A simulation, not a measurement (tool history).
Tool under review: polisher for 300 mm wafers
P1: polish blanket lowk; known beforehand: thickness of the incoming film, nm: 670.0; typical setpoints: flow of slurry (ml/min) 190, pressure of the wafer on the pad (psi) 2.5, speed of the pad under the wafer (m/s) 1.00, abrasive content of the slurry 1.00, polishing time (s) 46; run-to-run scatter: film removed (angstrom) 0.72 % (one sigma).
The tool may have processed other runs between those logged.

| run | hour | flow of slurry (ml/min) | pressure of the wafer on the pad (psi) | speed of the pad under the wafer (m/s) | abrasive content of the slurry | polishing time (s) | film removed (angstrom) |
|---|---|---|---|---|---|---|---|
| 1 | 12.1 | 190 | 2.5 | 1.00 | 1.00 | 46 | 279.860 |
| 2 | 24.7 | 115 | 2.5 | 1.00 | 1.00 | 46 | 255.080 |
| 3 | 38.4 | 190 | 2.5 | 1.00 | 1.00 | 46 | 277.510 |
| 4 | 47.3 | 190 | 2.5 | 1.00 | 1.35 | 46 | 313.150 |
| 5 | 55.6 | 280 | 2.5 | 1.00 | 1.00 | 46 | 291.190 |
| 6 | 64.7 | 190 | 2.5 | 1.00 | 1.00 | 46 | 276.260 |
| 7 | 76.3 | 190 | 2.5 | 1.00 | 0.55 | 46 | 201.270 |
| 8 | 82.4 | 190 | 3.3 | 1.00 | 0.65 | 46 | 294.460 |
| 9 | 95.3 | 190 | 3.3 | 1.00 | 1.00 | 46 | 366.640 |
| 10 | 108.2 | 190 | 2.5 | 1.00 | 1.00 | 46 | 275.020 |
| 11 | 116.2 | 190 | 1.1 | 1.00 | 1.00 | 46 | 121.430 |
| 12 | 125.5 | 190 | 3.3 | 0.48 | 1.00 | 46 | 200.280 |
| 13 | 135.4 | 190 | 2.5 | 1.00 | 1.00 | 26 | 155.140 |
|  | 136.5 | conditioning disc replaced and pad reconditioned |
| 14 | 143.1 | 190 | 2.5 | 1.00 | 1.00 | 46 | 278.950 |
| 15 | 151.1 | 190 | 2.5 | 0.52 | 1.00 | 46 | 163.750 |
| 16 | 162.7 | 190 | 1.2 | 0.54 | 1.00 | 46 | 81.069 |
| 17 | 173.0 | 190 | 2.5 | 1.00 | 1.00 | 58 | 352.310 |
| 18 | 181.4 | 190 | 2.5 | 1.38 | 1.00 | 46 | 360.570 |
| 19 | 193.1 | 190 | 2.5 | 1.00 | 1.00 | 46 | 278.460 |
| 20 | 207.1 | 190 | 2.5 | 1.00 | 1.00 | 46 | 276.310 |
| 21 | 219.2 | 190 | 2.5 | 1.00 | 1.00 | 46 | 264.720 |
|  | 228.8 | slurry blender recalibrated |
| 22 | 230.4 | 190 | 2.5 | 1.00 | 1.00 | 46 | 258.470 |
| 23 | 240.5 | 190 | 2.5 | 1.00 | 1.00 | 46 | 254.750 |
|  | 241.5 | worn pad replaced by a new one |
|  | 241.5 | conditioning disc replaced and pad reconditioned |
| 24 | 251.2 | 190 | 2.5 | 1.00 | 1.00 | 46 | 254.720 |
| 25 | 257.3 | 190 | 2.5 | 1.00 | 1.00 | 46 | 254.140 |
| 26 | 264.8 | 190 | 2.5 | 1.00 | 1.00 | 46 | 254.390 |

Compared with where it was, what P1 gives has crept away. Each cause listed below fits the log as well as the rest, at the size given for it:
A: head's pressure below its setpoint, % = 7.99
B: slurry flow missing at the pad, % = 37.8
The drift started at roughly hour 207.1.
Every other cause this tool's parts could produce, and why it does not fit the log:
removal rate lost through wear of the pad, %: maintenance at hour 241.5, after the shift began, did not return the process to its former output
abrasive missing from the slurry, %: maintenance at hour 228.8, after the shift began, did not return the process to its former output
time polished since the conditioner stopped cutting, s: maintenance at hour 241.5, after the shift began, did not return the process to its former output

You are offered 4 check runs, listed below with question marks in place of their results; each one averages 2 wafers. Which run separates the listed causes by giving clearly different results for each?
| check 1 | 272.3 | 125 | 1.8 | 1.00 | 1.00 | 46 | ? |
| check 2 | 272.3 | 190 | 2.5 | 1.00 | 0.55 | 46 | ? |
| check 3 | 272.3 | 190 | 2.5 | 0.62 | 1.00 | 35 | ? |
| check 4 | 272.3 | 190 | 1.3 | 1.00 | 1.00 | 29 | ? |

Outcome of each check run for each possible cause:
| check | result | if A | if B |
|---|---|---|---|
| check 1 | film removed (angstrom) | 171.360 | 164.960 |
| check 2 | film removed (angstrom) | 186.330 | 186.330 |
| check 3 | film removed (angstrom) | 132.690 | 132.690 |
| check 4 | film removed (angstrom) | 83.802 | 83.803 |
Per check, the gap between the least separated pair of causes, taken in the result that splits them most: check 1 3.81 %; check 2 0 %; check 3 0 %; check 4 0 %
The causes can be told apart only by check 1. The other checks would give nearly the same results under each of them.

Check 1 was then run and gave: film removed (angstrom) 170.610. Which cause is it?

The cause is A: head's pressure below its setpoint, %.
